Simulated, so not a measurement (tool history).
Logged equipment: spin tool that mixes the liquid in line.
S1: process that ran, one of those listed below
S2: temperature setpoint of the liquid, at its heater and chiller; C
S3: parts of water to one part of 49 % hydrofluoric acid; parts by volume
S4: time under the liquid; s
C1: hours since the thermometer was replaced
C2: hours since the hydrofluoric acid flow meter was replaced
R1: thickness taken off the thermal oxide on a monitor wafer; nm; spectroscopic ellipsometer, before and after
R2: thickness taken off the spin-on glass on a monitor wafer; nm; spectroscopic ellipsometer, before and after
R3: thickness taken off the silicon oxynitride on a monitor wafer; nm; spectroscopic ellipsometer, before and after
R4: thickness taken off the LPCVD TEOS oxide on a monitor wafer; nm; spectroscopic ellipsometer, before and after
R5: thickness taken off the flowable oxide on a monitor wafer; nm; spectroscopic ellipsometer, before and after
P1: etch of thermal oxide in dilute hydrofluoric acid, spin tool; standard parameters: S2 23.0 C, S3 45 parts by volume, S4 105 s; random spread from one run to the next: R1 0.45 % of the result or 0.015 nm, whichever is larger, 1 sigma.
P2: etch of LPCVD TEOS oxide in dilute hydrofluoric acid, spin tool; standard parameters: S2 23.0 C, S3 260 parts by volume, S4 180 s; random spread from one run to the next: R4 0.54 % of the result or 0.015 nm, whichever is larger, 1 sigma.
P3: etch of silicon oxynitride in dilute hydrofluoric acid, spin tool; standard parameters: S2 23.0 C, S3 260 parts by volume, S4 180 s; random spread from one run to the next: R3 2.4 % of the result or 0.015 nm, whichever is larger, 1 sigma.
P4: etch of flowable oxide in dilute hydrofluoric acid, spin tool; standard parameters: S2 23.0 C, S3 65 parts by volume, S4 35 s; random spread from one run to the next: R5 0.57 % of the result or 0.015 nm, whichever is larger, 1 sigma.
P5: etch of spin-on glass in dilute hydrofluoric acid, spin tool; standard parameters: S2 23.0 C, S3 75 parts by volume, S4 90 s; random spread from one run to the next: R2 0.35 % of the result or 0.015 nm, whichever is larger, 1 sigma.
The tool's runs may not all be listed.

run 1 hour=9.8 | S1=P1 S2=23.0 S3=45 S4=105 | C1=294.1 C2=227.9 | R1=11.3810
run 2 hour=18.3 | S1=P1 S2=23.0 S3=45 S4=105 | C1=302.6 C2=236.4 | R1=11.4040
run 3 hour=29.1 | S1=P5 S2=19.0 S3=75 S4=90 | C1=313.4 C2=247.2 | R2=41.3490
run 4 hour=38.0 | S1=P3 S2=23.0 S3=260 S4=180 | C1=322.3 C2=256.1 | R3=1.03720
run 5 hour=49.0 | S1=P3 S2=23.0 S3=110 S4=180 | C1=333.3 C2=267.1 | R3=2.74730
run 6 hour=59.5 | S1=P2 S2=23.0 S3=260 S4=320 | C1=343.8 C2=277.6 | R4=24.5410
run 7 hour=67.2 | S1=P5 S2=23.0 S3=75 S4=90 | C1=351.5 C2=285.3 | R2=48.6530
run 8 hour=75.5 | S1=P5 S2=23.0 S3=75 S4=15 | C1=359.8 C2=293.6 | R2=8.1221
run 9 hour=82.9 | S1=P4 S2=17.5 S3=65 S4=35 | C1=367.2 C2=301.0 | R5=8.5508
run 10 hour=93.3 | S1=P3 S2=23.0 S3=260 S4=285 | C1=377.6 C2=311.4 | R3=1.65410
run 11 hour=106.8 | S1=P2 S2=23.0 S3=385 S4=180 | C1=391.1 C2=324.9 | R4=8.2332
run 12 hour=115.3 | S1=P1 S2=23.0 S3=45 S4=15 | C1=399.6 C2=333.4 | R1=1.6299
run 13 hour=124.8 | S1=P4 S2=23.0 S3=65 S4=35 | C1=409.1 C2=342.9 | R5=10.6940
run 14 hour=133.3 | S1=P1 S2=23.0 S3=45 S4=155 | C1=417.6 C2=351.4 | R1=16.6700
run 15 hour=141.5 | S1=P4 S2=23.0 S3=65 S4=15 | C1=425.8 C2=359.6 | R5=4.5704
run 16 hour=155.0 | S1=P2 S2=23.0 S3=260 S4=180 | C1=439.3 C2=373.1 | R4=13.8390
run 17 hour=166.7 | S1=P1 S2=23.0 S3=20 S4=105 | C1=451.0 C2=384.8 | R1=26.2950
run 18 hour=177.8 | S1=P3 S2=17.5 S3=260 S4=180 | C1=462.1 C2=395.9 | R3=0.80602
run 19 hour=187.8 | S1=P1 S2=23.0 S3=45 S4=105 | C1=472.1 C2=405.9 | R1=11.3100
-- hour=198.0 hydrofluoric acid flow meter replaced
run 20 hour=199.9 | S1=P1 S2=23.0 S3=45 S4=105 | C1=484.2 C2=1.9 | R1=11.3180
run 21 hour=211.9 | S1=P3 S2=23.0 S3=260 S4=180 | C1=496.2 C2=13.9 | R3=1.05840
run 22 hour=225.4 | S1=P1 S2=28.0 S3=45 S4=105 | C1=509.7 C2=27.4 | R1=13.8480
run 23 hour=238.3 | S1=P4 S2=23.0 S3=105 S4=35 | C1=522.6 C2=40.3 | R5=6.2293
run 24 hour=246.3 | S1=P5 S2=23.0 S3=35 S4=90 | C1=530.6 C2=48.3 | R2=110.5700
run 25 hour=254.0 | S1=P1 S2=23.0 S3=45 S4=105 | C1=538.3 C2=56.0 | R1=11.3040
run 26 hour=264.1 | S1=P1 S2=17.0 S3=45 S4=105 | C1=548.4 C2=66.1 | R1=8.7678
run 27 hour=271.2 | S1=P1 S2=23.0 S3=45 S4=105 | C1=555.5 C2=73.2 | R1=11.3460
run 28 hour=281.1 | S1=P1 S2=23.0 S3=70 S4=45 | C1=565.4 C2=83.1 | R1=3.0315
run 29 hour=290.0 | S1=P1 S2=23.0 S3=70 S4=105 | C1=574.3 C2=92.0 | R1=7.0389
run 30 hour=299.7 | S1=P2 S2=28.0 S3=260 S4=180 | C1=584.0 C2=101.7 | R4=16.6650
run 31 hour=311.0 | S1=P1 S2=23.0 S3=45 S4=105 | C1=595.3 C2=113.0 | R1=11.2930
run 32 hour=317.4 | S1=P1 S2=23.0 S3=45 S4=105 | C1=601.7 C2=119.4 | R1=11.5060
run 33 hour=326.1 | S1=P1 S2=23.0 S3=45 S4=105 | C1=610.4 C2=128.1 | R1=11.7340
run 34 hour=335.6 | S1=P1 S2=23.0 S3=45 S4=105 | C1=619.9 C2=137.6 | R1=12.0190
run 35 hour=347.1 | S1=P1 S2=23.0 S3=45 S4=105 | C1=631.4 C2=149.1 | R1=12.1320

The next listed run, before its measurement:
run 36 hour=358.3 | S1=P1 S2=23.0 S3=45 S4=105 | C1=642.6 C2=160.3 | R1=?

{"run 36": {"R1": 12.097}}
